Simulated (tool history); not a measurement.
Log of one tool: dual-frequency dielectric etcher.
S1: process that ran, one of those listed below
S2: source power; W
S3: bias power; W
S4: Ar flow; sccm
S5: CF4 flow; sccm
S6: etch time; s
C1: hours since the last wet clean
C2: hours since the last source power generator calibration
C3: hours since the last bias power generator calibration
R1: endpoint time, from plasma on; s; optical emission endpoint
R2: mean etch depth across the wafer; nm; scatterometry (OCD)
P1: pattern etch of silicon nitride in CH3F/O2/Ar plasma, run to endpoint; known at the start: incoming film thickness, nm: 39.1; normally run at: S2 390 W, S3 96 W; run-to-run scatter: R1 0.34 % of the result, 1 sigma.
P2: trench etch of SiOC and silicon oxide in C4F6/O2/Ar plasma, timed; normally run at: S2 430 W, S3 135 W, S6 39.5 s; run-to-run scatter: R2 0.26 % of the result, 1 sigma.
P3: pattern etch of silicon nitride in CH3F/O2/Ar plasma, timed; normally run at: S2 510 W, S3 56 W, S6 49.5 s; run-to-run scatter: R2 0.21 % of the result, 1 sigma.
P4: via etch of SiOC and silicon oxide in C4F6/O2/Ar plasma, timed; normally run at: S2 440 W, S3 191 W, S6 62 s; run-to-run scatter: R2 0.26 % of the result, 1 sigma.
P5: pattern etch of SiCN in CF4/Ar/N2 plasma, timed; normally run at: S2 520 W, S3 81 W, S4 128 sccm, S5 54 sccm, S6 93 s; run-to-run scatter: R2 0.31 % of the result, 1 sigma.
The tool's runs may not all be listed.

{"run": 1, "hour": 7.5, "S1": "P1", "S2": 390, "S3": 96, "C1": 307.3, "C2": 736.9, "C3": 599.9, "R1": 51.978}
{"run": 2, "hour": 12.2, "S1": "P5", "S2": 520, "S3": 81, "S4": 128, "S5": 54, "S6": 93, "C1": 312, "C2": 741.6, "C3": 604.6, "R2": 87.067}
{"run": 3, "hour": 20.6, "S1": "P1", "S2": 280, "S3": 62, "C1": 320.4, "C2": 750, "C3": 613, "R1": 68.354}
{"run": 4, "hour": 26.9, "S1": "P3", "S2": 510, "S3": 56, "S6": 49.5, "C1": 326.7, "C2": 756.3, "C3": 619.3, "R2": 34.666}
{"run": 5, "hour": 32.9, "S1": "P4", "S2": 600, "S3": 191, "S6": 62, "C1": 332.7, "C2": 762.3, "C3": 625.3, "R2": 84.041}
{"run": 6, "hour": 39.7, "S1": "P1", "S2": 390, "S3": 96, "C1": 339.5, "C2": 769.1, "C3": 632.1, "R1": 51.673}
{"run": 7, "hour": 45.9, "S1": "P2", "S2": 430, "S3": 135, "S6": 39.5, "C1": 345.7, "C2": 775.3, "C3": 638.3, "R2": 71.987}
{"hour": 46.9, "done": "bias power generator calibrated"}
{"run": 8, "hour": 52.9, "S1": "P1", "S2": 390, "S3": 59, "C1": 352.7, "C2": 782.3, "C3": 6.1, "R1": 61.203}
{"run": 9, "hour": 61.6, "S1": "P5", "S2": 520, "S3": 81, "S4": 128, "S5": 36, "S6": 93, "C1": 361.4, "C2": 791, "C3": 14.8, "R2": 81.441}
{"run": 10, "hour": 69.3, "S1": "P4", "S2": 440, "S3": 191, "S6": 62, "C1": 369.1, "C2": 798.7, "C3": 22.5, "R2": 74.457}
{"run": 11, "hour": 78.9, "S1": "P4", "S2": 440, "S3": 191, "S6": 62, "C1": 378.7, "C2": 808.3, "C3": 32.1, "R2": 74.558}
{"run": 12, "hour": 86.6, "S1": "P1", "S2": 480, "S3": 96, "C1": 386.4, "C2": 816, "C3": 39.8, "R1": 47.747}
{"run": 13, "hour": 95.8, "S1": "P5", "S2": 520, "S3": 81, "S4": 158, "S5": 54, "S6": 93, "C1": 395.6, "C2": 825.2, "C3": 49, "R2": 83.923}
{"run": 14, "hour": 100.7, "S1": "P1", "S2": 390, "S3": 96, "C1": 400.5, "C2": 830.1, "C3": 53.9, "R1": 51.423}
{"run": 15, "hour": 108.5, "S1": "P3", "S2": 390, "S3": 56, "S6": 49.5, "C1": 408.3, "C2": 837.9, "C3": 61.7, "R2": 31.328}
{"run": 16, "hour": 115.6, "S1": "P1", "S2": 230, "S3": 96, "C1": 415.4, "C2": 845, "C3": 68.8, "R1": 62.79}
{"run": 17, "hour": 123.7, "S1": "P2", "S2": 540, "S3": 135, "S6": 39.5, "C1": 423.5, "C2": 853.1, "C3": 76.9, "R2": 78.596}
{"run": 18, "hour": 129.9, "S1": "P4", "S2": 440, "S3": 191, "S6": 92.5, "C1": 429.7, "C2": 859.3, "C3": 83.1, "R2": 111.21}
{"run": 19, "hour": 135.7, "S1": "P2", "S2": 430, "S3": 135, "S6": 52.5, "C1": 435.5, "C2": 865.1, "C3": 88.9, "R2": 95.638}
{"run": 20, "hour": 142.4, "S1": "P1", "S2": 390, "S3": 96, "C1": 442.2, "C2": 871.8, "C3": 95.6, "R1": 51.552}
{"run": 21, "hour": 150.7, "S1": "P1", "S2": 390, "S3": 96, "C1": 450.5, "C2": 880.1, "C3": 103.9, "R1": 51.47}
{"run": 22, "hour": 159.3, "S1": "P5", "S2": 640, "S3": 81, "S4": 128, "S5": 54, "S6": 93, "C1": 459.1, "C2": 888.7, "C3": 112.5, "R2": 104.26}
{"run": 23, "hour": 164.3, "S1": "P5", "S2": 520, "S3": 55, "S4": 128, "S5": 54, "S6": 93, "C1": 464.1, "C2": 893.7, "C3": 117.5, "R2": 75.88}
{"run": 24, "hour": 171.0, "S1": "P5", "S2": 520, "S3": 81, "S4": 128, "S5": 54, "S6": 93, "C1": 470.8, "C2": 900.4, "C3": 124.2, "R2": 87.457}
{"run": 25, "hour": 176.6, "S1": "P2", "S2": 430, "S3": 164, "S6": 39.5, "C1": 476.4, "C2": 906, "C3": 129.8, "R2": 76.262}
{"run": 26, "hour": 181.6, "S1": "P1", "S2": 310, "S3": 64, "C1": 481.4, "C2": 911, "C3": 134.8, "R1": 64.735}
{"run": 27, "hour": 186.0, "S1": "P3", "S2": 510, "S3": 56, "S6": 65, "C1": 485.8, "C2": 915.4, "C3": 139.2, "R2": 45.742}
{"run": 28, "hour": 193.4, "S1": "P1", "S2": 390, "S3": 129, "C1": 493.2, "C2": 922.8, "C3": 146.6, "R1": 46.095}
{"run": 29, "hour": 199.4, "S1": "P4", "S2": 440, "S3": 124, "S6": 62, "C1": 499.2, "C2": 928.8, "C3": 152.6, "R2": 65.192}
{"run": 30, "hour": 209.0, "S1": "P2", "S2": 430, "S3": 135, "S6": 39.5, "C1": 508.8, "C2": 938.4, "C3": 162.2, "R2": 72.021}
{"run": 31, "hour": 213.7, "S1": "P3", "S2": 510, "S3": 44, "S6": 49.5, "C1": 513.5, "C2": 943.1, "C3": 166.9, "R2": 32.154}
{"run": 32, "hour": 222.9, "S1": "P1", "S2": 390, "S3": 96, "C1": 522.7, "C2": 952.3, "C3": 176.1, "R1": 51.744}
{"run": 33, "hour": 230.7, "S1": "P5", "S2": 520, "S3": 81, "S4": 128, "S5": 54, "S6": 51, "C1": 530.5, "C2": 960.1, "C3": 183.9, "R2": 47.809}
{"run": 34, "hour": 235.9, "S1": "P1", "S2": 390, "S3": 96, "C1": 535.7, "C2": 965.3, "C3": 189.1, "R1": 51.771}
{"run": 35, "hour": 244.6, "S1": "P1", "S2": 390, "S3": 96, "C1": 544.4, "C2": 974, "C3": 197.8, "R1": 52.356}
{"hour": 251.8, "done": "wet clean of the chamber"}
{"run": 36, "hour": 254.5, "S1": "P1", "S2": 390, "S3": 96, "C1": 2.8, "C2": 983.9, "C3": 207.7, "R1": 52.314}
{"run": 37, "hour": 260.2, "S1": "P1", "S2": 390, "S3": 96, "C1": 8.5, "C2": 989.6, "C3": 213.4, "R1": 52.206}
{"run": 38, "hour": 264.9, "S1": "P1", "S2": 390, "S3": 96, "C1": 13.2, "C2": 994.3, "C3": 218.1, "R1": 52.545}
{"run": 39, "hour": 270.6, "S1": "P1", "S2": 390, "S3": 96, "C1": 18.9, "C2": 1000, "C3": 223.8, "R1": 52.438}
{"run": 40, "hour": 276.2, "S1": "P1", "S2": 390, "S3": 96, "C1": 24.5, "C2": 1005.6, "C3": 229.4, "R1": 52.578}

What P1 gives has crept away from where it was. These 2 causes fit the log equally well, each at the size given:
A: bias power that arrives under what is set, % = 4.57
B: source power that arrives under what is set, % = 4.46
The creep began at about hour 235.9.
Why every other cause is out:
chamber walls in a state that lowers the etch rate, %: serviced at hour 251.8, which brought nothing back

4 check runs are offered, each on 2 wafers whose results are averaged, their results left as question marks. Which one tells the causes apart?
{"run": "check 1", "hour": 281.8, "S1": "P4", "S2": 440, "S3": 191, "S6": 62, "R2": "?"}
{"run": "check 2", "hour": 281.8, "S1": "P2", "S2": 430, "S3": 135, "S6": 39.5, "R2": "?"}
{"run": "check 3", "hour": 281.8, "S1": "P5", "S2": 520, "S3": 81, "S4": 128, "S5": 54, "S6": 93, "R2": "?"}
{"run": "check 4", "hour": 281.8, "S1": "P3", "S2": 510, "S3": 56, "S6": 49.5, "R2": "?"}

What each check would give under each cause:
check=check_1 result=R2 if_A=73.35 if_B=73.162
check=check_2 result=R2 if_A=70.89 if_B=70.578
check=check_3 result=R2 if_A=85.853 if_B=83.999
check=check_4 result=R2 if_A=34.181 if_B=34.077
How far apart the two closest causes lie, in the result that separates them most: check 1 0.26 %; check 2 0.44 %; check 3 2.18 %; check 4 0.31 %
Only check 3 tells the causes apart: in the others they would give nearly the same result.

Then check 3 was run and gave: R2 85.825 nm. Which cause is it?

It is A: bias power that arrives under what is set, %.
